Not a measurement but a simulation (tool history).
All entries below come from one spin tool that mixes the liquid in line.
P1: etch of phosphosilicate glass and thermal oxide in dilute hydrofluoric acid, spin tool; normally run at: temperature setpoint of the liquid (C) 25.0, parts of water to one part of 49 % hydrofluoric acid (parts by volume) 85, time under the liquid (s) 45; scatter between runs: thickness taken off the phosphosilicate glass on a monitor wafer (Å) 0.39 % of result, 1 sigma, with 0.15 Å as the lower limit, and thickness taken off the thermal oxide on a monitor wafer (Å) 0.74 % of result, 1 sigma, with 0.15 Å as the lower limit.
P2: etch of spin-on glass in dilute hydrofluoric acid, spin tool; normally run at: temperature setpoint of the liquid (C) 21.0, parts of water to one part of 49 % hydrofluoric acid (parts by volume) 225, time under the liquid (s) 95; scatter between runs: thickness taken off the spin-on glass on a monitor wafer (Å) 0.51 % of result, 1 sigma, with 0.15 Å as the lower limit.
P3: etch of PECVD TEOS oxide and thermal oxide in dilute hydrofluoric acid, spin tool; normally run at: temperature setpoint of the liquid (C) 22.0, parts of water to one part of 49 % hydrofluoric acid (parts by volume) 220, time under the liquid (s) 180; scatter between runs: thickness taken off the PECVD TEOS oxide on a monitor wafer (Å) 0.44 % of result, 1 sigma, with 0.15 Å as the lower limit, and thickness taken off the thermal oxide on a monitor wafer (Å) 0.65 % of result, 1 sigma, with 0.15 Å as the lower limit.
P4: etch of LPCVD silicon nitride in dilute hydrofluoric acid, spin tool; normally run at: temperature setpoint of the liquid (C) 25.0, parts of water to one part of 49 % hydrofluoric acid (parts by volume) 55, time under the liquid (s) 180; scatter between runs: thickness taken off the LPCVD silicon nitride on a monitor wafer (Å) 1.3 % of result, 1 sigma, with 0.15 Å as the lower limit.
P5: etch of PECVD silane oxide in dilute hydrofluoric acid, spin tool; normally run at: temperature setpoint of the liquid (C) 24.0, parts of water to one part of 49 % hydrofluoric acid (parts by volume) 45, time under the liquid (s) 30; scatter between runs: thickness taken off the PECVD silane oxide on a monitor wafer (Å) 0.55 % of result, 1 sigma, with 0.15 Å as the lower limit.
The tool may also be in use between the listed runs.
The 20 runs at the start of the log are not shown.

| run | day | process that ran | temperature setpoint of the liquid (C) | parts of water to one part of 49 % hydrofluoric acid (parts by volume) | time under the liquid (s) | thickness taken off the phosphosilicate glass on a monitor wafer (Å) | thickness taken off the thermal oxide on a monitor wafer (Å) | thickness taken off the PECVD TEOS oxide on a monitor wafer (Å) | thickness taken off the PECVD silane oxide on a monitor wafer (Å) | thickness taken off the spin-on glass on a monitor wafer (Å) | thickness taken off the LPCVD silicon nitride on a monitor wafer (Å) |
|---|---|---|---|---|---|---|---|---|---|---|---|
| 21 | 6.788 | P1 | 25.0 | 85 | 80 | 1025.60 | 47.7120 |  |  |  |  |
| 22 | 7.050 | P1 | 25.0 | 140 | 20 | 144.36 | 6.7487 |  |  |  |  |
| 23 | 7.267 | P1 | 25.0 | 85 | 45 | 568.91 | 26.6330 |  |  |  |  |
| 24 | 7.575 | P2 | 21.0 | 75 | 95 |  |  |  |  | 501.61 |  |
| 25 | 7.875 | P1 | 25.0 | 85 | 25 | 318.92 | 14.4760 |  |  |  |  |
| 26 | 8.112 | P2 | 17.0 | 225 | 95 |  |  |  |  | 123.67 |  |
| 27 | 8.538 | P1 | 33.5 | 85 | 45 | 790.57 | 36.2180 |  |  |  |  |
| 28 | 8.792 | P3 | 22.0 | 220 | 180 |  | 33.2000 | 72.038 |  |  |  |
| 29 | 9.183 | P1 | 25.0 | 85 | 45 | 575.52 | 26.3970 |  |  |  |  |
| 30 | 9.654 | P4 | 25.0 | 55 | 330 |  |  |  |  |  | 36.250 |
| 31 | 9.917 | P1 | 25.0 | 85 | 45 | 574.02 | 26.5690 |  |  |  |  |
| 32 | 10.333 | P1 | 25.0 | 85 | 45 | 583.23 | 27.0860 |  |  |  |  |
| 33 | 10.662 | P1 | 25.0 | 85 | 45 | 593.35 | 27.4140 |  |  |  |  |
| 34 | 11.071 | P1 | 25.0 | 85 | 45 | 597.87 | 28.0430 |  |  |  |  |
| 35 | 11.517 | P1 | 25.0 | 85 | 45 | 603.20 | 27.5630 |  |  |  |  |
| 36 | 12.008 | P1 | 25.0 | 85 | 45 | 603.97 | 28.2030 |  |  |  |  |
| 37 | 12.325 | P1 | 25.0 | 85 | 45 | 604.91 | 28.2430 |  |  |  |  |
| 38 | 12.729 | P1 | 25.0 | 85 | 45 | 613.32 | 27.8640 |  |  |  |  |
| 39 | 12.975 | P1 | 25.0 | 85 | 45 | 609.07 | 28.2030 |  |  |  |  |
| 40 | 13.400 | P1 | 25.0 | 85 | 45 | 610.83 | 27.7700 |  |  |  |  |
| 41 | 13.792 | P1 | 25.0 | 85 | 45 | 610.42 | 28.1210 |  |  |  |  |

For run 42, what comes out?
| 42 | 14.138 | P1 | 25.0 | 85 | 45 | ? | ? |  |  |  |  |

Run 42 produced thickness taken off the phosphosilicate glass on a monitor wafer (Å) 612.59, thickness taken off the thermal oxide on a monitor wafer (Å) 27.9380.
